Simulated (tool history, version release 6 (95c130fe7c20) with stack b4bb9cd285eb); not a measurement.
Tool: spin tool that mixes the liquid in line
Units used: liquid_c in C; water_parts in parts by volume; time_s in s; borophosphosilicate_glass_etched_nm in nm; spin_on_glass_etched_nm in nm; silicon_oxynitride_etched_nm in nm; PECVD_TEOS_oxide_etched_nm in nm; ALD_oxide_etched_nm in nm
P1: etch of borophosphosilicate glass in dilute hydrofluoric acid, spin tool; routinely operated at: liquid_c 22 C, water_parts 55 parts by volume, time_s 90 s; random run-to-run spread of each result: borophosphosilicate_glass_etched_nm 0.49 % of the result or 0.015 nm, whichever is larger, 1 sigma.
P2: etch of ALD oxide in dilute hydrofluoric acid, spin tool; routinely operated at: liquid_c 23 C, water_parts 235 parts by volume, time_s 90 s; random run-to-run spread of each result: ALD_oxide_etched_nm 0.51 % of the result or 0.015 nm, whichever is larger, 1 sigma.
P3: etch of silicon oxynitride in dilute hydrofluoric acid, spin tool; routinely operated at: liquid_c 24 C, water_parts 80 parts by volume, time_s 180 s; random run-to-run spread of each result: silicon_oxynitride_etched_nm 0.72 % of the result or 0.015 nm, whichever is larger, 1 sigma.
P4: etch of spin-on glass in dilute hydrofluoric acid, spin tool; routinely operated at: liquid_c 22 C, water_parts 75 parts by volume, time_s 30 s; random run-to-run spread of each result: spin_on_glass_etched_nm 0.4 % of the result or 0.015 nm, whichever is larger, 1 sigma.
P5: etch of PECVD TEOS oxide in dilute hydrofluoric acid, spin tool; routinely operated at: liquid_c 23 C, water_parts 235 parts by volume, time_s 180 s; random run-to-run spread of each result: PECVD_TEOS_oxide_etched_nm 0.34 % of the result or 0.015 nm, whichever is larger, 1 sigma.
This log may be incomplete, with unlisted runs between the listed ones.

run	hour	process	liquid_c	water_parts	time_s	hours since the thermometer was replaced	hours since the hydrofluoric acid flow meter was replaced	borophosphosilicate_glass_etched_nm	spin_on_glass_etched_nm	silicon_oxynitride_etched_nm	PECVD_TEOS_oxide_etched_nm	ALD_oxide_etched_nm
1	5.9	P1	22	55	90	196.8	385.5	45.462				
2	11.5	P4	22	75	60	202.4	391.1		50.968			
3	16.4	P4	17	75	30	207.3	396		20.497			
4	22	P1	18.5	55	90	212.9	401.6	39.316				
5	25.2	P1	27.5	55	90	216.1	404.8	57.407				
6	30.9	P3	24	115	180	221.8	410.5			2.3794		
7	36.4	P1	22	55	90	227.3	416	45.678				
8	41	P1	22	55	135	231.9	420.6	68.062				
9	43.8	P1	22	90	90	234.7	423.4	26.704				
10	47.5	P5	23	235	365	238.4	427.1				36.181	
11	52.3	P1	22	55	90	243.2	431.9	45.614				
12	58	P2	17	235	90	248.9	437.6					5.6227
13	61.8	P1	22	55	90	252.7	441.4	45.791				
14	65.2	P5	23	235	180	256.1	444.8				17.95	
15	70.4	P2	23	235	90	261.3	450					6.9337
16	73.4	P3	24	80	180	264.3	453			3.5885		
17	78	P5	17	235	180	268.9	457.6				14.295	
18	83.7	P3	24	80	180	274.6	463.3			3.5393		
19	88	P1	22	55	30	278.9	467.6	15.226				
20	92.1	P4	22	75	30	283	471.7		25.686			
21	96.3	P2	23	235	90	287.2	475.9					6.9216
22	101.7	P1	22	55	90	292.6	481.3	46.004				
23	106	P3	24	80	265	296.9	485.6			5.2272		
24	109.4	P1	22	30	90	300.3	489	85.865				
25	112.9	P5	23	235	180	303.8	492.5				18.016	
26	118.4	P1	17	55	25	309.3	498	10.257				
# hour 120.6: thermometer replaced
27	121	P3	28.5	80	180	0.4	500.6			4.4233		
28	124.3	P2	23	410	90	3.7	503.9					3.4076
29	129.1	P4	22	75	30	8.5	508.7		25.333			
30	132.1	P2	23	235	30	11.5	511.7					2.3646
31	136.3	P4	22	20	30	15.7	515.9		102.56			
32	140.6	P5	23	75	180	20	520.2				67.195	
33	144	P1	22	55	90	23.4	523.6	45.94				
34	149.9	P1	22	55	90	29.3	529.5	45.902				
35	153.9	P1	22	55	90	33.3	533.5	44.337				
36	158.3	P1	22	55	90	37.7	537.9	43.335				
37	161.8	P1	22	55	90	41.2	541.4	43.11				
38	167.8	P1	22	55	90	47.2	547.4	42.649				
39	172.4	P1	22	55	90	51.8	552	42.413				
40	177.6	P1	22	55	90	57	557.2	42.426				

P1 no longer gives what it gave before; its output has crept away from where it was. The following 2 causes, each at its listed size, fit the log equally well:
A: liquid colder than its thermometer reads (K) = 1.77
B: hydrofluoric acid flow below the setpoint (%) = 6.69
The gradual shift began around hour 149.9.

4 check runs are offered, each on 2 wafers whose results are averaged, their results left as question marks. Which one tells the causes apart?
check 1	182.8	P3	24	110	180					?		
check 2	182.8	P2	23	400	90							?
check 3	182.8	P4	22	20	60				?			
check 4	182.8	P5	23	80	300						?	

Expected result of each check under each candidate cause:
check	result	if A	if B
check 1	silicon_oxynitride_etched_nm	2.3192	2.3378
check 2	ALD_oxide_etched_nm	3.3152	3.2028
check 3	spin_on_glass_etched_nm	189.91	190.94
check 4	PECVD_TEOS_oxide_etched_nm	97.177	96.786
Per-check spread between the two closest causes, in the result where they differ most: check 1 0.8 %; check 2 3.45 %; check 3 0.54 %; check 4 0.4 %
The other checks would show nearly matching results whichever cause is true, so check 2 is the only one that separates the causes.

The results of check 2 are: ALD_oxide_etched_nm 3.1864 nm. Based on these, which of the listed causes is it?

It is B: hydrofluoric acid flow below the setpoint (%).
